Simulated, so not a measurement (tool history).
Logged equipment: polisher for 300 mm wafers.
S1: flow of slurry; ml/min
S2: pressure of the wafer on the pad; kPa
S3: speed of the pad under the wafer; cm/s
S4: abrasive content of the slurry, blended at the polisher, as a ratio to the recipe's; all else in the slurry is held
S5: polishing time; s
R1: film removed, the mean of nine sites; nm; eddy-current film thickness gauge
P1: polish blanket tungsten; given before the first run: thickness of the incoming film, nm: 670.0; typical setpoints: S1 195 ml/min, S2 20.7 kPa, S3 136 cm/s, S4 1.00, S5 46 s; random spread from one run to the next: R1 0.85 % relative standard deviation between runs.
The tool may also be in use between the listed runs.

{"run": 1, "hour": 11.2, "S1": 195, "S2": 20.7, "S3": 136, "S4": 1.0, "S5": 46, "R1": 224.05}
{"run": 2, "hour": 20.7, "S1": 195, "S2": 20.7, "S3": 136, "S4": 1.0, "S5": 46, "R1": 227.73}
{"run": 3, "hour": 34.1, "S1": 115, "S2": 20.7, "S3": 136, "S4": 1.0, "S5": 46, "R1": 207.65}
{"run": 4, "hour": 45.4, "S1": 195, "S2": 20.7, "S3": 184, "S4": 1.0, "S5": 46, "R1": 305.1}
{"run": 5, "hour": 55.3, "S1": 195, "S2": 20.7, "S3": 136, "S4": 1.35, "S5": 46, "R1": 244.42}
{"hour": 71.1, "done": "head pressure recalibrated"}
{"run": 6, "hour": 72.5, "S1": 195, "S2": 20.7, "S3": 136, "S4": 1.0, "S5": 46, "R1": 228.8}
{"run": 7, "hour": 87.0, "S1": 195, "S2": 9.7, "S3": 136, "S4": 1.0, "S5": 46, "R1": 105.88}
{"run": 8, "hour": 98.6, "S1": 195, "S2": 20.7, "S3": 136, "S4": 1.0, "S5": 46, "R1": 229.04}
{"run": 9, "hour": 112.7, "S1": 195, "S2": 11.7, "S3": 136, "S4": 0.65, "S5": 46, "R1": 115.9}
{"run": 10, "hour": 121.4, "S1": 195, "S2": 20.7, "S3": 136, "S4": 1.0, "S5": 21, "R1": 104.54}
{"run": 11, "hour": 134.0, "S1": 195, "S2": 20.7, "S3": 136, "S4": 0.65, "S5": 46, "R1": 206.34}
{"run": 12, "hour": 144.3, "S1": 195, "S2": 31.0, "S3": 136, "S4": 1.0, "S5": 46, "R1": 340.97}
{"run": 13, "hour": 159.2, "S1": 255, "S2": 20.7, "S3": 102, "S4": 1.0, "S5": 46, "R1": 174.99}

Run 14 has not been measured yet. What should we expect?
{"run": 14, "hour": 176.9, "S1": 195, "S2": 20.7, "S3": 62, "S4": 1.0, "S5": 46, "R1": "?"}

{"run 14": {"R1": 102.11}}
